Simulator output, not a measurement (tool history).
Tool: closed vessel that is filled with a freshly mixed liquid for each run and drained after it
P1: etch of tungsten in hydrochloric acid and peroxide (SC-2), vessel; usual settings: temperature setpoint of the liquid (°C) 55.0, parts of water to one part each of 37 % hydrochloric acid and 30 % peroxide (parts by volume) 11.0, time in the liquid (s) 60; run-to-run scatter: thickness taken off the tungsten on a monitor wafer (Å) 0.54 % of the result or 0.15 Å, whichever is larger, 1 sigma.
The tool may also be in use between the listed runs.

| run | hour | temperature setpoint of the liquid (°C) | parts of water to one part each of 37 % hydrochloric acid and 30 % peroxide (parts by volume) | time in the liquid (s) | thickness taken off the tungsten on a monitor wafer (Å) |
|---|---|---|---|---|---|
| 1 | 6.1 | 55.0 | 11.0 | 60 | 160.790 |
| 2 | 16.5 | 55.0 | 11.0 | 60 | 160.090 |
| 3 | 27.4 | 39.0 | 11.0 | 60 | 53.398 |
| 4 | 38.3 | 55.0 | 11.0 | 30 | 80.695 |
| 5 | 47.4 | 55.0 | 4.0 | 60 | 348.120 |
|  | 55.4 | thermometer replaced |
| 6 | 56.9 | 55.0 | 20.0 | 60 | 94.843 |
| 7 | 62.7 | 55.0 | 11.0 | 115 | 309.930 |
|  | 63.4 | chemicals flow meter replaced |
| 8 | 70.4 | 55.0 | 6.5 | 85 | 348.960 |
| 9 | 77.7 | 55.0 | 11.0 | 60 | 160.360 |
| 10 | 86.7 | 70.5 | 11.0 | 30 | 210.190 |
| 11 | 93.9 | 70.0 | 11.0 | 60 | 409.900 |
| 12 | 102.7 | 55.0 | 11.0 | 60 | 161.760 |
| 13 | 110.4 | 42.5 | 11.0 | 30 | 34.715 |
| 14 | 120.9 | 55.0 | 11.0 | 60 | 160.610 |
| 15 | 131.5 | 55.0 | 11.0 | 60 | 159.130 |

Forecast run 16:
| 16 | 139.6 | 55.0 | 11.0 | 60 | ? |

{"run 16": {"thickness taken off the tungsten on a monitor wafer (Å)": 157.37}}
